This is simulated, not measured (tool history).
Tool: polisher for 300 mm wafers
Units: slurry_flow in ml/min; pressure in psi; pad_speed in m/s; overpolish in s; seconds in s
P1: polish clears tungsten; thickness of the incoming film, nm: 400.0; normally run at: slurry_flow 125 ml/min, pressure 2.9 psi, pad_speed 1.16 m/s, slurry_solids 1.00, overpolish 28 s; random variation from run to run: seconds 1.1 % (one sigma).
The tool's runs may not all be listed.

run	day	slurry_flow	pressure	pad_speed	slurry_solids	overpolish	wafers polished on this pad	hours since the slurry nozzle was cleaned	hours since the head pressure was calibrated	hours since the slurry blender was calibrated	hours since the slurry got fresh peroxide	seconds
1	0.671	125	2.9	1.16	1.00	28	851	223.2	297.1	218.8	31.6	100.380
2	1.083	125	4.2	1.16	1.00	28	920	233.1	307.0	228.7	41.5	69.130
3	1.662	125	2.9	0.72	1.00	44	1017	247.0	320.9	242.6	55.4	161.840
4	2.162	125	2.9	1.16	1.00	28	1100	259.0	332.9	254.6	67.4	101.870
5	2.579	125	1.4	1.16	1.00	28	1170	269.0	342.9	264.6	77.4	208.290
6	3.125	125	2.9	1.16	1.00	28	1261	282.1	356.0	277.7	90.5	101.350
7	3.708	125	2.9	1.16	1.00	52	1359	296.1	370.0	291.7	104.5	98.388
8	4.183	125	2.9	1.16	1.00	8	1438	307.5	381.4	303.1	115.9	99.817
9	4.771	85	2.9	1.16	1.35	28	1536	321.6	395.5	317.2	130.0	101.550
10	5.125	125	2.9	1.16	1.40	28	1595	330.1	404.0	325.7	138.5	92.021
11	5.758	125	2.9	0.58	1.00	28	1701	345.3	419.2	340.9	153.7	199.920
12	6.292	125	2.9	1.16	1.00	28	1790	358.1	432.0	353.7	166.5	98.637
# day 6.675: slurry blender recalibrated
13	6.688	125	2.9	1.80	1.00	28	1856	367.6	441.5	0.4	176.0	63.509
14	7.183	190	2.9	1.16	1.00	28	1939	379.5	453.4	12.3	187.9	92.357
15	7.612	125	2.9	1.16	0.50	28	2010	389.8	463.7	22.6	198.2	118.380
16	8.075	80	2.9	1.16	1.00	28	2088	400.9	474.8	33.7	209.3	113.540
17	8.392	125	2.9	1.16	1.00	28	2141	408.5	482.4	41.3	216.9	99.761
18	9.012	125	2.9	1.16	1.00	28	2244	423.4	497.3	56.2	231.8	104.620
19	9.538	125	2.9	1.16	1.00	28	2332	436.0	509.9	68.8	244.4	107.910
# day 9.979: head pressure recalibrated
# day 10.117: slurry blender recalibrated
20	10.125	125	2.9	1.16	1.00	28	2430	450.1	3.6	0.2	258.5	110.110
# day 10.221: worn pad replaced by a new one
21	10.838	125	2.9	1.16	1.00	28	103	467.2	20.7	17.3	275.6	111.310
22	11.354	125	2.9	1.16	1.00	28	189	479.6	33.1	29.7	288.0	111.980

The next listed run, before its measurement:
23	11.696	125	2.9	1.16	1.00	28	246	487.8	41.3	37.9	296.2	?

Run 23 gave seconds 112.500 s.
